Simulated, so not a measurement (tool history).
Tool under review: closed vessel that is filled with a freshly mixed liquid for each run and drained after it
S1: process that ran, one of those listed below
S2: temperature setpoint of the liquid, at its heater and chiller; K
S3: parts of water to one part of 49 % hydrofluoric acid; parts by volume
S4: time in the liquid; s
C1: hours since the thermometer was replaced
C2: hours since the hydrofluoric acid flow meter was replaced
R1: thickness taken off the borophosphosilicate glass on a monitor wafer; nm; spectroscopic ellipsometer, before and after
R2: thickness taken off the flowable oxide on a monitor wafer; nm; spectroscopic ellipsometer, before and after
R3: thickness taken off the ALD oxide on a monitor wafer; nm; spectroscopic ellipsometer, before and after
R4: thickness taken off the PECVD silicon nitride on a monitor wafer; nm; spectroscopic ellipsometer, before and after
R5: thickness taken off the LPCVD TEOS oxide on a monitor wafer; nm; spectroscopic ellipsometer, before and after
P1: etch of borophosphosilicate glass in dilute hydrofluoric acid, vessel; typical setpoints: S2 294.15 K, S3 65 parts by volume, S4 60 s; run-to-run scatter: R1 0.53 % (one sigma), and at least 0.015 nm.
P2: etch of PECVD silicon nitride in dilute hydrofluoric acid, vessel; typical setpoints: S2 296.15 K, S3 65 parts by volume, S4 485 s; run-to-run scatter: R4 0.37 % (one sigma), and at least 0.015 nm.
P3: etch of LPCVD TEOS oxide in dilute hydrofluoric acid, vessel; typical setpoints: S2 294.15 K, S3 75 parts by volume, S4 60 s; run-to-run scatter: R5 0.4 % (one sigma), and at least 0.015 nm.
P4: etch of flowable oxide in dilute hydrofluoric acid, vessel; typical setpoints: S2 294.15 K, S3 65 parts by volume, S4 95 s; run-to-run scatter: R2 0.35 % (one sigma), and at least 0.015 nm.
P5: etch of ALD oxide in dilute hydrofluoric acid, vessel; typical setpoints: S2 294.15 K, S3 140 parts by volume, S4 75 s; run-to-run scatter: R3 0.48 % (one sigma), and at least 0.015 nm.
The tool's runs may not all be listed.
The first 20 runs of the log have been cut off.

run,hour,S1,S2,S3,S4,C1,C2,R1,R2,R3,R4,R5
21,107.3,P4,294.15,65,95,1071.6,978.9,,44.682,,,
22,112.7,P1,294.15,65,60,1077,984.3,26.964,,,,
23,119.2,P1,294.15,65,30,1083.5,990.8,13.353,,,,
24,122.5,P1,294.15,65,60,1086.8,994.1,26.886,,,,
25,128.4,P5,294.15,25,75,1092.7,1000,,,68.407,,
26,134.3,P5,294.15,140,75,1098.6,1005.9,,,10.625,,
27,137.7,P1,294.15,65,60,1102,1009.3,26.71,,,,
28,144.4,P1,290.15,25,60,1108.7,1016,61.21,,,,
29,151.3,P2,296.15,90,485,1115.6,1022.9,,,,14.126,

Expected results for the next run?
30,155.5,P2,296.15,65,485,1119.8,1027.1,,,,?,

R4: 19.257 nm

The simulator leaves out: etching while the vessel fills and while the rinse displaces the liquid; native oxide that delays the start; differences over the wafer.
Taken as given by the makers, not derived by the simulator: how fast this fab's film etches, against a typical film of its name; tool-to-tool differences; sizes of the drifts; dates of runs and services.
